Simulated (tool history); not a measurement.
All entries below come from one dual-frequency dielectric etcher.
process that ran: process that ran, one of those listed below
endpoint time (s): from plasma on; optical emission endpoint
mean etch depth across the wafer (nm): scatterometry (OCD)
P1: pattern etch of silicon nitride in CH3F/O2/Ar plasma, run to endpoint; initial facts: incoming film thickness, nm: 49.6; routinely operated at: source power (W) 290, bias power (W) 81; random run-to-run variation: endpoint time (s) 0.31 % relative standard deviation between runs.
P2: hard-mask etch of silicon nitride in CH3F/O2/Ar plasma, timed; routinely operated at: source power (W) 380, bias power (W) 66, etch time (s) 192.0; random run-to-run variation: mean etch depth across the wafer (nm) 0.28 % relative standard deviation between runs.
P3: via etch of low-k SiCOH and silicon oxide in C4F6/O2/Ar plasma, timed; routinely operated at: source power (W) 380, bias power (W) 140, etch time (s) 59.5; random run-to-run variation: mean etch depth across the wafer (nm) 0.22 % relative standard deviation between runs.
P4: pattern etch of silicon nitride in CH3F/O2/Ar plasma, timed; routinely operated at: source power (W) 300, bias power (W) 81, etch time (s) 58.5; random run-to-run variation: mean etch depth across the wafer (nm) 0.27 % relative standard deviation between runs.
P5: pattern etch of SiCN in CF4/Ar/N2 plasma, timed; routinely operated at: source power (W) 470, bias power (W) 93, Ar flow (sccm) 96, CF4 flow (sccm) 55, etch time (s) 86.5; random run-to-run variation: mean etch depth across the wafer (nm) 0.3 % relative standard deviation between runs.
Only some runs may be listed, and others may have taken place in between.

run   hour  process that ran  source power (W)  bias power (W)  etch time (s)  Ar flow (sccm)  CF4 flow (sccm)  endpoint time (s)  mean etch depth across the wafer (nm)
  1    9.5                P1               290              81                                                             79.116
  2   24.8                P4               300              57           58.5                                                                                     34.517
  3   41.1                P1               230              81                                                             86.533
  4   49.7                P1               290              81                                                             78.985
  5   64.6                P5               470              93           86.5              96               55                                                    82.609
  6   80.2                P1               380              66                                                             76.846
  7   92.7                P3               380             140           59.5                                                                                    142.040
  8  106.4                P5               650              93           86.5              96               55                                                   109.710
  9  123.9                P1               290              81                                                             79.292
 10  135.3                P2               380              66          131.5                                                                                     86.413
 11  143.5                P3               380             140           44.0                                                                                    105.050
 12  155.8                P5               470              93          109.0              96               55                                                   104.320
 13  172.3                P1               290              65                                                             85.175
 14  180.9                P4               300              81           58.5                                                                                     38.693
 15  191.3                P1               290              81                                                             78.860
 16  205.6                P2               230              66          192.0                                                                                    103.860
 17  224.3                P2               380              66          192.0                                                                                    125.500
 18  234.6                P3               380             140           59.5                                                                                    142.080
 19  250.9                P3               530             140           59.5                                                                                    162.170
 20  264.3                P5               470              62           86.5              96               55                                                    71.396
 21  274.4                P1               290              81                                                             79.196
 22  282.7                P4               190              81           58.5                                                                                     32.821
 23  294.5                P5               470              93           86.5             118               55                                                    80.075
 24  309.1                P1               210              97                                                             83.669
 25  318.0                P2               380              51          192.0                                                                                    115.370
 26  332.0                P4               300              81           32.0                                                                                     21.300
 27  347.0                P1               290             106                                                             71.503
     354.2  -- bias power generator calibrated
 28  356.9                P1               290              81                                                             79.214
     365.0  -- source power generator calibrated
 29  373.5                P1               290              81                                                             79.167
 30  391.5                P5               470              93           86.5              96               72                                                    85.814
 31  406.4                P5               470              93           86.5              96               55                                                    82.662
 32  423.9                P1               370              81                                                             71.990
 33  435.9                P3               380             174           59.5                                                                                    151.500
 34  445.9                P1               290              81                                                             79.044
 35  462.1                P1               290              81                                                             79.940
 36  472.8                P1               290              81                                                             79.834
     474.7  -- wet clean of the chamber
 37  481.7                P1               290              81                                                             80.065
 38  496.2                P1               290              81                                                             80.203
 39  504.7                P1               290              81                                                             80.465
 40  516.7                P1               290              81                                                             80.548

The output of P1 has drifted from where it used to be. Each of the 2 causes below, taken at the size shown beside it, accounts for the log equally well:
A: source power that arrives under what is set, % = 4.09
B: bias power that arrives under what is set, % = 4.26
Creep in the process output first set in at about hour 445.9.
Ruled out, with reasons:
chamber walls in a state that lowers the etch rate, %: serviced at hour 474.7, which brought nothing back

The list below offers 4 check runs, each averaging the results of 2 wafers, and shows each result as a question mark. For which of them would the listed causes give clearly different results?
check 1  528.7                P3               470             168           59.5                                                                                          ?
check 2  528.7                P4               190              62           58.5                                                                                          ?
check 3  528.7                P5               640              93           86.5              96               68                                                         ?
check 4  528.7                P2               280              66          134.0                                                                                          ?

How each check would come out, cause by cause:
  check                                 result     if A     if B
check 1  mean etch depth across the wafer (nm)  160.710  161.200
check 2  mean etch depth across the wafer (nm)   29.262   29.277
check 3  mean etch depth across the wafer (nm)  107.650  109.950
check 4  mean etch depth across the wafer (nm)   76.914   76.975
How far apart the two closest causes lie, in the result that separates them most: check 1 0.31 %; check 2 0.05 %; check 3 2.11 %; check 4 0.08 %
The causes can be told apart only by check 3. The other checks would give nearly the same results under each of them.

Then check 3 was run and gave: mean etch depth across the wafer (nm) 109.890. Which cause is it?

The cause is B: bias power that arrives under what is set, %.
